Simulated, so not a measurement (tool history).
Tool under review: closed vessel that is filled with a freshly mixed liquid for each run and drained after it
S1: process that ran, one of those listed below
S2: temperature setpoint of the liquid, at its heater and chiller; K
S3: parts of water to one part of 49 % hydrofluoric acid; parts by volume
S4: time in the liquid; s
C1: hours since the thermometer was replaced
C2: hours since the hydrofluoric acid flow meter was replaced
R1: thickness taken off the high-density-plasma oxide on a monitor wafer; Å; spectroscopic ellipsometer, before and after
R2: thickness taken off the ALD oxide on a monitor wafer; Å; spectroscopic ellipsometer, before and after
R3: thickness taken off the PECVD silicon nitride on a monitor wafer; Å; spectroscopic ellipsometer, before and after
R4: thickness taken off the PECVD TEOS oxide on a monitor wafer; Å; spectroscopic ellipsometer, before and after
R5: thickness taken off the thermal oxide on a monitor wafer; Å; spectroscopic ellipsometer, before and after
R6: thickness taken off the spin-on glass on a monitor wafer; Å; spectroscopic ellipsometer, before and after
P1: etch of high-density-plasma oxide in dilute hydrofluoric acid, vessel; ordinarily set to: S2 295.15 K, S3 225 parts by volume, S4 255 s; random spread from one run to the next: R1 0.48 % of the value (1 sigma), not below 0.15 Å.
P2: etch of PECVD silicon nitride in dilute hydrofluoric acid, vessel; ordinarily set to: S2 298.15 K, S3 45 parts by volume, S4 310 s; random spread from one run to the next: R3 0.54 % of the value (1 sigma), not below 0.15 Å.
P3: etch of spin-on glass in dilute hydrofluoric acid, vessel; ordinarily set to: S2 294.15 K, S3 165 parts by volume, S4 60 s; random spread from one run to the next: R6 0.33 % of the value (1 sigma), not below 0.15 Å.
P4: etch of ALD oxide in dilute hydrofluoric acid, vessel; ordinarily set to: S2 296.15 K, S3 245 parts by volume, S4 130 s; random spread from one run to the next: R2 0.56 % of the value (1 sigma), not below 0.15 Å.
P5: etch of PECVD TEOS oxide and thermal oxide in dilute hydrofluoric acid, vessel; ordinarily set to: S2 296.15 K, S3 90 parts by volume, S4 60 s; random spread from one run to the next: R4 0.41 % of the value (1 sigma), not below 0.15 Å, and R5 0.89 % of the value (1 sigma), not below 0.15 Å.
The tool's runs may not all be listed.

{"run": 1, "day": 0.35, "S1": "P1", "S2": 295.15, "S3": 225, "S4": 255, "C1": 1085.9, "C2": 1088.9, "R1": 48.246}
{"run": 2, "day": 0.846, "S1": "P1", "S2": 299.15, "S3": 70, "S4": 255, "C1": 1097.8, "C2": 1100.8, "R1": 211.71}
{"run": 3, "day": 1.254, "S1": "P4", "S2": 296.15, "S3": 245, "S4": 130, "C1": 1107.6, "C2": 1110.6, "R2": 54.157}
{"run": 4, "day": 1.65, "S1": "P2", "S2": 292.65, "S3": 45, "S4": 310, "C1": 1117.1, "C2": 1120.1, "R3": 136.59}
{"run": 5, "day": 2.071, "S1": "P4", "S2": 296.15, "S3": 245, "S4": 130, "C1": 1127.2, "C2": 1130.2, "R2": 53.811}
{"run": 6, "day": 2.521, "S1": "P1", "S2": 295.15, "S3": 225, "S4": 255, "C1": 1138.0, "C2": 1141.0, "R1": 47.77}
{"run": 7, "day": 2.929, "S1": "P5", "S2": 296.15, "S3": 90, "S4": 30, "C1": 1147.8, "C2": 1150.8, "R4": 50.016, "R5": 14.421}
{"run": 8, "day": 3.346, "S1": "P5", "S2": 296.15, "S3": 90, "S4": 60, "C1": 1157.8, "C2": 1160.8, "R4": 99.541, "R5": 29.232}
{"run": 9, "day": 3.604, "S1": "P2", "S2": 298.15, "S3": 45, "S4": 310, "C1": 1164.0, "C2": 1167.0, "R3": 198.96}
{"run": 10, "day": 3.829, "S1": "P1", "S2": 295.15, "S3": 225, "S4": 255, "C1": 1169.4, "C2": 1172.4, "R1": 47.326}
{"run": 11, "day": 4.225, "S1": "P1", "S2": 295.15, "S3": 360, "S4": 255, "C1": 1178.9, "C2": 1181.9, "R1": 26.183}
{"run": 12, "day": 4.446, "S1": "P3", "S2": 290.15, "S3": 165, "S4": 60, "C1": 1184.2, "C2": 1187.2, "R6": 64.656}
{"run": 13, "day": 4.858, "S1": "P1", "S2": 295.15, "S3": 100, "S4": 255, "C1": 1194.1, "C2": 1197.1, "R1": 121.77}
{"run": 14, "day": 5.271, "S1": "P3", "S2": 294.15, "S3": 50, "S4": 60, "C1": 1204.0, "C2": 1207.0, "R6": 283.86}
{"run": 15, "day": 5.612, "S1": "P2", "S2": 298.15, "S3": 20, "S4": 310, "C1": 1212.2, "C2": 1215.2, "R3": 436.0}
{"run": 16, "day": 5.954, "S1": "P4", "S2": 304.15, "S3": 245, "S4": 130, "C1": 1220.4, "C2": 1223.4, "R2": 70.93}
{"run": 17, "day": 6.262, "S1": "P1", "S2": 295.15, "S3": 365, "S4": 40, "C1": 1227.8, "C2": 1230.8, "R1": 4.0535}
{"run": 18, "day": 6.496, "S1": "P1", "S2": 302.65, "S3": 340, "S4": 255, "C1": 1233.4, "C2": 1236.4, "R1": 35.982}
{"run": 19, "day": 6.971, "S1": "P1", "S2": 295.15, "S3": 225, "S4": 255, "C1": 1244.8, "C2": 1247.8, "R1": 47.377}
{"run": 20, "day": 7.25, "S1": "P2", "S2": 298.15, "S3": 45, "S4": 150, "C1": 1251.5, "C2": 1254.5, "R3": 95.879}
{"day": 7.454, "done": "hydrofluoric acid flow meter replaced"}
{"run": 21, "day": 7.633, "S1": "P1", "S2": 290.15, "S3": 225, "S4": 255, "C1": 1260.7, "C2": 4.3, "R1": 39.515}
{"run": 22, "day": 8.0, "S1": "P1", "S2": 295.15, "S3": 225, "S4": 135, "C1": 1269.5, "C2": 13.1, "R1": 25.205}
{"run": 23, "day": 8.312, "S1": "P5", "S2": 296.15, "S3": 125, "S4": 60, "C1": 1277.0, "C2": 20.6, "R4": 69.384, "R5": 20.137}
{"run": 24, "day": 8.796, "S1": "P1", "S2": 295.15, "S3": 225, "S4": 255, "C1": 1288.6, "C2": 32.2, "R1": 47.364}
{"run": 25, "day": 9.146, "S1": "P5", "S2": 290.65, "S3": 90, "S4": 60, "C1": 1297.0, "C2": 40.6, "R4": 79.281, "R5": 23.345}
{"run": 26, "day": 9.379, "S1": "P4", "S2": 296.15, "S3": 85, "S4": 130, "C1": 1302.6, "C2": 46.2, "R2": 186.24}
{"run": 27, "day": 9.875, "S1": "P4", "S2": 296.15, "S3": 245, "S4": 250, "C1": 1314.5, "C2": 58.1, "R2": 104.66}
{"run": 28, "day": 10.167, "S1": "P1", "S2": 295.15, "S3": 225, "S4": 255, "C1": 1321.5, "C2": 65.1, "R1": 47.327}
{"run": 29, "day": 10.65, "S1": "P3", "S2": 294.15, "S3": 165, "S4": 60, "C1": 1333.1, "C2": 76.7, "R6": 76.034}
{"run": 30, "day": 10.933, "S1": "P5", "S2": 296.15, "S3": 90, "S4": 60, "C1": 1339.9, "C2": 83.5, "R4": 99.849, "R5": 28.848}
{"run": 31, "day": 11.2, "S1": "P1", "S2": 295.15, "S3": 225, "S4": 255, "C1": 1346.3, "C2": 89.9, "R1": 48.01}
{"run": 32, "day": 11.542, "S1": "P3", "S2": 294.15, "S3": 165, "S4": 100, "C1": 1354.5, "C2": 98.1, "R6": 126.27}
{"run": 33, "day": 11.817, "S1": "P1", "S2": 300.15, "S3": 225, "S4": 255, "C1": 1361.1, "C2": 104.7, "R1": 57.426}
{"run": 34, "day": 12.079, "S1": "P1", "S2": 295.15, "S3": 225, "S4": 395, "C1": 1367.4, "C2": 111.0, "R1": 73.765}
{"run": 35, "day": 12.312, "S1": "P1", "S2": 295.15, "S3": 225, "S4": 255, "C1": 1373.0, "C2": 116.6, "R1": 47.413}
{"run": 36, "day": 12.683, "S1": "P1", "S2": 295.15, "S3": 225, "S4": 255, "C1": 1381.9, "C2": 125.5, "R1": 46.531}
{"run": 37, "day": 13.029, "S1": "P1", "S2": 295.15, "S3": 225, "S4": 255, "C1": 1390.2, "C2": 133.8, "R1": 46.204}
{"run": 38, "day": 13.483, "S1": "P1", "S2": 295.15, "S3": 225, "S4": 255, "C1": 1401.1, "C2": 144.7, "R1": 45.525}
{"run": 39, "day": 13.888, "S1": "P1", "S2": 295.15, "S3": 225, "S4": 255, "C1": 1410.8, "C2": 154.4, "R1": 45.584}
{"run": 40, "day": 14.288, "S1": "P1", "S2": 295.15, "S3": 225, "S4": 255, "C1": 1420.4, "C2": 164.0, "R1": 45.056}
{"run": 41, "day": 14.679, "S1": "P1", "S2": 295.15, "S3": 225, "S4": 255, "C1": 1429.8, "C2": 173.4, "R1": 45.412}
{"run": 42, "day": 14.929, "S1": "P1", "S2": 295.15, "S3": 225, "S4": 255, "C1": 1435.8, "C2": 179.4, "R1": 45.005}
{"run": 43, "day": 15.35, "S1": "P1", "S2": 295.15, "S3": 225, "S4": 255, "C1": 1445.9, "C2": 189.5, "R1": 45.055}
{"run": 44, "day": 15.575, "S1": "P1", "S2": 295.15, "S3": 225, "S4": 255, "C1": 1451.3, "C2": 194.9, "R1": 44.903}

The output of P1 has drifted from where it used to be. Each of the 2 causes below, taken at the size shown beside it, accounts for the log equally well:
A: liquid colder than its thermometer reads (K) = 1.44
B: hydrofluoric acid flow below the setpoint (%) = 4.27
The process output started creeping at around day 12.312.

The check runs listed below each take one wafer, and their results are still question marks. Under which run would the listed causes lead to clearly different results?
{"run": "check 1", "day": 15.8, "S1": "P3", "S2": 294.15, "S3": 165, "S4": 60, "R6": "?"}
{"run": "check 2", "day": 15.8, "S1": "P5", "S2": 296.15, "S3": 90, "S4": 60, "R4": "?", "R5": "?"}
{"run": "check 3", "day": 15.8, "S1": "P4", "S2": 296.15, "S3": 245, "S4": 130, "R2": "?"}
{"run": "check 4", "day": 15.8, "S1": "P2", "S2": 298.15, "S3": 45, "S4": 310, "R3": "?"}

How each check would come out, cause by cause:
check=check_1 result=R6 if_A=71.461 if_B=71.842
check=check_2 result=R4 if_A=94.216 if_B=95.153
check=check_2 result=R5 if_A=27.485 if_B=27.759
check=check_3 result=R2 if_A=51.233 if_B=51.142
check=check_4 result=R3 if_A=180.840 if_B=190.950
How far apart the two closest causes lie, in the result that separates them most: check 1 0.53 %; check 2 0.99 %; check 3 0.18 %; check 4 5.44 %
Check 4 tells the causes apart: in the others they would give nearly the same result.

With check 4 done, the readings were: R3 190.900 Å. Identify which of the listed causes applies.

The correct cause is B, namely: hydrofluoric acid flow below the setpoint (%).
